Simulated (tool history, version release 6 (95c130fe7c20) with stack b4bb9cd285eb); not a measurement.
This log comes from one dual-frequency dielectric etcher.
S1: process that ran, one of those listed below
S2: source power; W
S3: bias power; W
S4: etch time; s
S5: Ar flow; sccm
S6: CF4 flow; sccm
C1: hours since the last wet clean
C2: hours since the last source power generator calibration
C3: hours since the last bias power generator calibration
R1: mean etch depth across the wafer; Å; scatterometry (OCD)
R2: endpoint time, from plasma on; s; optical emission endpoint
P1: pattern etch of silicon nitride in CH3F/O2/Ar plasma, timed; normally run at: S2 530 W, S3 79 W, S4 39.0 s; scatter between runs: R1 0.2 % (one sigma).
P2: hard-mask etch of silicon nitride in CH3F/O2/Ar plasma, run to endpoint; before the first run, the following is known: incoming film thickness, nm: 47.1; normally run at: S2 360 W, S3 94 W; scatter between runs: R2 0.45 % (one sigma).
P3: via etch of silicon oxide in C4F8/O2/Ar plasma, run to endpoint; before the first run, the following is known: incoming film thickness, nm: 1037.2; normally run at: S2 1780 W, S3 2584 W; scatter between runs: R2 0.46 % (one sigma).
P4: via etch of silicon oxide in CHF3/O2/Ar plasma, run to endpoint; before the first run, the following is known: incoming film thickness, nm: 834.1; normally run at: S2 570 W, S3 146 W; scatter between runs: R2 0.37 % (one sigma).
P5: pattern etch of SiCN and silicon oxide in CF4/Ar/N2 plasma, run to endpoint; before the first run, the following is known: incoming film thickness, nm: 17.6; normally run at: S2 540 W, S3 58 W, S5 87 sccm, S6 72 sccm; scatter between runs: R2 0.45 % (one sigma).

run 1 hour=12.4 | S1=P1 S2=530 S3=79 S4=39.0 | C1=295.4 C2=299.4 C3=547.0 | R1=312.05
run 2 hour=20.7 | S1=P2 S2=440 S3=94 | C1=303.7 C2=307.7 C3=555.3 | R2=61.258
run 3 hour=29.2 | S1=P5 S2=540 S3=58 S5=87 S6=94 | C1=312.2 C2=316.2 C3=563.8 | R2=17.490
run 4 hour=40.1 | S1=P4 S2=470 S3=146 | C1=323.1 C2=327.1 C3=574.7 | R2=489.300
run 5 hour=54.6 | S1=P1 S2=620 S3=79 S4=56.5 | C1=337.6 C2=341.6 C3=589.2 | R1=477.43
run 6 hour=63.7 | S1=P5 S2=760 S3=58 S5=87 S6=72 | C1=346.7 C2=350.7 C3=598.3 | R2=13.453
run 7 hour=74.3 | S1=P1 S2=530 S3=79 S4=55.5 | C1=357.3 C2=361.3 C3=608.9 | R1=440.80
run 8 hour=84.3 | S1=P4 S2=570 S3=146 | C1=367.3 C2=371.3 C3=618.9 | R2=454.620
run 9 hour=97.5 | S1=P5 S2=540 S3=76 S5=87 S6=72 | C1=380.5 C2=384.5 C3=632.1 | R2=16.628
run 10 hour=113.7 | S1=P1 S2=660 S3=95 S4=39.0 | C1=396.7 C2=400.7 C3=648.3 | R1=359.67
run 11 hour=128.9 | S1=P5 S2=540 S3=58 S5=50 S6=72 | C1=411.9 C2=415.9 C3=663.5 | R2=16.775
run 12 hour=140.4 | S1=P1 S2=530 S3=79 S4=39.0 | C1=423.4 C2=427.4 C3=675.0 | R1=311.19
run 13 hour=154.1 | S1=P2 S2=360 S3=94 | C1=437.1 C2=441.1 C3=688.7 | R2=65.855
run 14 hour=168.4 | S1=P1 S2=530 S3=79 S4=39.0 | C1=451.4 C2=455.4 C3=703.0 | R1=311.12
run 15 hour=177.4 | S1=P1 S2=530 S3=79 S4=39.0 | C1=460.4 C2=464.4 C3=712.0 | R1=311.43
run 16 hour=191.7 | S1=P2 S2=360 S3=131 | C1=474.7 C2=478.7 C3=726.3 | R2=58.494
run 17 hour=201.9 | S1=P4 S2=570 S3=86 | C1=484.9 C2=488.9 C3=736.5 | R2=534.610
run 18 hour=210.7 | S1=P3 S2=1780 S3=3413 | C1=493.7 C2=497.7 C3=745.3 | R2=182.760
run 19 hour=222.5 | S1=P1 S2=340 S3=79 S4=39.0 | C1=505.5 C2=509.5 C3=757.1 | R1=263.06
run 20 hour=239.1 | S1=P1 S2=670 S3=79 S4=39.0 | C1=522.1 C2=526.1 C3=773.7 | R1=340.44
run 21 hour=253.7 | S1=P1 S2=530 S3=79 S4=39.0 | C1=536.7 C2=540.7 C3=788.3 | R1=312.08
run 22 hour=269.4 | S1=P1 S2=530 S3=52 S4=39.0 | C1=552.4 C2=556.4 C3=804.0 | R1=271.42
run 23 hour=279.0 | S1=P4 S2=570 S3=146 | C1=562.0 C2=566.0 C3=813.6 | R2=455.550
run 24 hour=289.6 | S1=P3 S2=1090 S3=2584 | C1=572.6 C2=576.6 C3=824.2 | R2=240.410
run 25 hour=304.1 | S1=P1 S2=530 S3=107 S4=39.0 | C1=587.1 C2=591.1 C3=838.7 | R1=347.83
run 26 hour=311.5 | S1=P1 S2=530 S3=95 S4=48.0 | C1=594.5 C2=598.5 C3=846.1 | R1=409.83
run 27 hour=326.9 | S1=P1 S2=530 S3=79 S4=21.5 | C1=609.9 C2=613.9 C3=861.5 | R1=171.73
run 28 hour=336.4 | S1=P2 S2=360 S3=94 | C1=619.4 C2=623.4 C3=871.0 | R2=65.824
run 29 hour=345.4 | S1=P3 S2=1780 S3=2584 | C1=628.4 C2=632.4 C3=880.0 | R2=199.290
run 30 hour=355.2 | S1=P1 S2=530 S3=79 S4=39.0 | C1=638.2 C2=642.2 C3=889.8 | R1=311.47
run 31 hour=369.1 | S1=P5 S2=540 S3=58 S5=87 S6=72 | C1=652.1 C2=656.1 C3=903.7 | R2=18.183
run 32 hour=382.0 | S1=P5 S2=540 S3=58 S5=87 S6=72 | C1=665.0 C2=669.0 C3=916.6 | R2=18.151
run 33 hour=392.8 | S1=P1 S2=530 S3=79 S4=39.0 | C1=675.8 C2=679.8 C3=927.4 | R1=310.97
run 34 hour=406.0 | S1=P1 S2=530 S3=79 S4=39.0 | C1=689.0 C2=693.0 C3=940.6 | R1=314.43
run 35 hour=417.7 | S1=P1 S2=530 S3=79 S4=39.0 | C1=700.7 C2=704.7 C3=952.3 | R1=315.61
-- hour=424.8 wet clean of the chamber
run 36 hour=431.9 | S1=P1 S2=530 S3=79 S4=39.0 | C1=7.1 C2=718.9 C3=966.5 | R1=314.53
run 37 hour=445.0 | S1=P1 S2=530 S3=79 S4=39.0 | C1=20.2 C2=732.0 C3=979.6 | R1=315.21
run 38 hour=454.3 | S1=P1 S2=530 S3=79 S4=39.0 | C1=29.5 C2=741.3 C3=988.9 | R1=316.72
run 39 hour=464.6 | S1=P1 S2=530 S3=79 S4=39.0 | C1=39.8 C2=751.6 C3=999.2 | R1=316.75
run 40 hour=478.5 | S1=P1 S2=530 S3=79 S4=39.0 | C1=53.7 C2=765.5 C3=1013.1 | R1=315.86

P1 no longer gives what it gave before; its output has crept away from where it was. The following 2 causes, each at its listed size, fit the log equally well:
A: bias power that arrives over what is set, % = 4.84
B: source power that arrives over what is set, % = 4.38
The gradual shift began around hour 392.8.
Every other cause this tool's parts could produce, and why it does not fit the log:
chamber walls in a state that raises the etch rate, %: was serviced at hour 424.8, once the creep was under way, yet the earlier output never came back

Which of the 4 check runs listed below, each an average over 2 wafers with its results shown as question marks, gives clearly different results under the different listed causes?
run check 1 hour=492.4 | S1=P3 S2=1430 S3=3175 | R2=?
run check 2 hour=492.4 | S1=P4 S2=570 S3=97 | R2=?
run check 3 hour=492.4 | S1=P2 S2=440 S3=128 | R2=?
run check 4 hour=492.4 | S1=P5 S2=540 S3=58 S5=87 S6=94 | R2=?

If the cause were each of the candidates in turn, the checks would give the following:
check=check_1 result=R2 if_A=200.860 if_B=200.590
check=check_2 result=R2 if_A=508.050 if_B=506.460
check=check_3 result=R2 if_A=53.566 if_B=53.689
check=check_4 result=R2 if_A=17.277 if_B=16.861
How far apart the two closest causes lie, in the result that separates them most: check 1 0.13 %; check 2 0.31 %; check 3 0.23 %; check 4 2.44 %
The other checks would show nearly matching results whichever cause is true, so check 4 is the only one that separates the causes.

The results of check 4 are: R2 16.831 s. Based on these, which of the listed causes is it?

The correct cause is B, namely: source power that arrives over what is set, %.

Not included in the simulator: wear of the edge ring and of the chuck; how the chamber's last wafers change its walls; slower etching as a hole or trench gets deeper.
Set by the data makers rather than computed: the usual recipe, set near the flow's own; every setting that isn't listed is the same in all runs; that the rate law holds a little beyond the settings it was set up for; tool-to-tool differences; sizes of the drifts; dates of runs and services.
